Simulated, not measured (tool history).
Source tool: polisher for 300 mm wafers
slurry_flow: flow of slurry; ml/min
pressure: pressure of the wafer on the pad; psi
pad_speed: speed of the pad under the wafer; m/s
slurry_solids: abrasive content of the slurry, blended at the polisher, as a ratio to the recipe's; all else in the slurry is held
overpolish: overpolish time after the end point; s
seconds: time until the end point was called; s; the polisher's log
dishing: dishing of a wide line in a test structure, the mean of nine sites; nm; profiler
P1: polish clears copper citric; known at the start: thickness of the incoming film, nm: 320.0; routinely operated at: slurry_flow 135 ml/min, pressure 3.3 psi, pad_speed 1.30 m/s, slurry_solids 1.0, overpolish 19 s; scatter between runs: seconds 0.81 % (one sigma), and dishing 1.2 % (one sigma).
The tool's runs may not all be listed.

run     day  slurry_flow  pressure  pad_speed  slurry_solids  overpolish  seconds  dishing
  1   0.600          135       3.3       1.30            1.0          19  112.270   39.263
  2   1.208          135       4.8       1.30            1.0          19   78.133   53.424
  3   1.712          135       3.3       1.30            1.0          19  114.720   39.126
  4   2.004          135       3.3       1.30            1.0          19  111.790   38.794
  5   2.300          135       3.3       1.30            1.0           6  113.240   13.534
  6   2.712          135       3.3       1.30            1.3          19  106.890   40.780
  7   3.233          135       3.3       1.30            1.0          19  111.890   39.547
  8   3.854          135       3.3       1.30            1.0          19  112.380   38.890
      3.867  -- slurry nozzle cleaned
  9   4.171          200       4.9       1.30            1.0          19   71.440   57.199
      4.350  -- head pressure recalibrated
 10   4.462          135       1.6       1.30            1.0          19  225.660   20.805
 11   4.900          135       3.3       0.84            1.0          19  172.030   26.333
 12   5.429           95       3.3       1.30            1.0          19  124.020   36.195
 13   5.979          135       3.3       1.30            0.6          19  127.260   35.599
 14   6.371          205       3.3       1.30            1.0          19  104.860   41.643
 15   6.979          135       3.3       1.30            1.0          34  113.740   61.483
 16   7.617          170       3.3       1.30            1.0           6  106.920   14.271
 17   8.092          135       3.3       1.30            1.0          19  113.010   39.624
 18   8.633          135       3.3       1.96            1.0          19   75.739   54.557
 19   9.129          135       3.3       1.30            1.0          19  112.480   39.551
 20   9.762          135       3.3       1.30            1.0          19  119.250   37.448
 21  10.258          135       3.3       1.30            1.0          19  122.530   35.982
 22  10.708          135       3.3       1.30            1.0          19  123.470   35.829
     10.900  -- head pressure recalibrated
     11.096  -- slurry blender recalibrated
 23  11.096          135       3.3       1.30            1.0          19  124.820   35.456

Estimate the outcome of run 24 from the log above:
 24  11.467          135       3.3       1.30            1.0          19        ?        ?

{"run 24": {"seconds": 125.79, "dishing": 35.687}}
